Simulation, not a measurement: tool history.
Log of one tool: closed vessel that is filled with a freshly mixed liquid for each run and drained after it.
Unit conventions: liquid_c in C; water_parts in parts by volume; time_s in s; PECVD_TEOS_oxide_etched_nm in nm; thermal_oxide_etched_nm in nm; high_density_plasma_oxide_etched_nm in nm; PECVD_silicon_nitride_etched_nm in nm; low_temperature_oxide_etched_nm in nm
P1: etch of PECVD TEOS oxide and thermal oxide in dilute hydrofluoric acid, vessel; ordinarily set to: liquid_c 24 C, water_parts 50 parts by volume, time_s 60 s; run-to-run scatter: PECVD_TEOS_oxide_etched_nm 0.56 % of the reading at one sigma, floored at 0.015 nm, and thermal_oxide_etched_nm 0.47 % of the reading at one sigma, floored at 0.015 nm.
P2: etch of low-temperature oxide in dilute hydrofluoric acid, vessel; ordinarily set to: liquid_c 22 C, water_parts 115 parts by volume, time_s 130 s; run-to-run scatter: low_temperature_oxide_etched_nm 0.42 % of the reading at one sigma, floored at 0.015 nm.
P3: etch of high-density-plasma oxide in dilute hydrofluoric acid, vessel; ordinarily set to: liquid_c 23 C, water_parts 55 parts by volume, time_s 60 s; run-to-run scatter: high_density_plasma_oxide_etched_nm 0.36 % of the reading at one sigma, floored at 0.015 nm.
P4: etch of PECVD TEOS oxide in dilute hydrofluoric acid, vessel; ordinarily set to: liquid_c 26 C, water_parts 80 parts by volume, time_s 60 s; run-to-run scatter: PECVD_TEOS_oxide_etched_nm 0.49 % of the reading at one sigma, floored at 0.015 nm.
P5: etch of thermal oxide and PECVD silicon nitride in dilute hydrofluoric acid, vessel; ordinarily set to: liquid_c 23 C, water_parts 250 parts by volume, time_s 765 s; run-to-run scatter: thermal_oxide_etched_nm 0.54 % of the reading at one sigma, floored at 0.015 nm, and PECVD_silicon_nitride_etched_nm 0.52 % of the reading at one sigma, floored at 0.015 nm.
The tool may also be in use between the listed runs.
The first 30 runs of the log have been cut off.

run   hour  process  liquid_c  water_parts  time_s  hours since the thermometer was replaced  hours since the hydrofluoric acid flow meter was replaced  PECVD_TEOS_oxide_etched_nm  thermal_oxide_etched_nm  high_density_plasma_oxide_etched_nm  PECVD_silicon_nitride_etched_nm  low_temperature_oxide_etched_nm
 31  127.8       P5        23          460     765                                     532.5                                                      557.2                                               5.3951                                                                7.6517
 32  132.2       P3        17           55      60                                     536.9                                                      561.6                                                                                    8.2327
 33  137.6       P2        22          115     130                                     542.3                                                        567                                                                                                                                                      13.145
 34  140.7       P5        17          250     765                                     545.4                                                      570.1                                               9.6047                                                                9.5121
 35  143.8       P1        24           50      60                                     548.5                                                      573.2                      32.479                   5.6438
 36  147.1       P1        24           50      60                                     551.8                                                      576.5                      31.819                   5.5639
 37  152.4       P1        24           50      60                                     557.1                                                      581.8                       31.04                   5.4226
 38  157.8       P1        24           50      60                                     562.5                                                      587.2                      30.578                   5.3437
 39  161.5       P1        24           50      60                                     566.2                                                      590.9                      30.357                   5.3901
 40  167.2       P1        24           50      60                                     571.9                                                      596.6                      30.536                   5.3117

Forecast run 41:
 41  170.3       P1        24           50      60                                       575                                                      599.7                           ?                        ?

{"run 41": {"PECVD_TEOS_oxide_etched_nm": 30.641, "thermal_oxide_etched_nm": 5.3521}}

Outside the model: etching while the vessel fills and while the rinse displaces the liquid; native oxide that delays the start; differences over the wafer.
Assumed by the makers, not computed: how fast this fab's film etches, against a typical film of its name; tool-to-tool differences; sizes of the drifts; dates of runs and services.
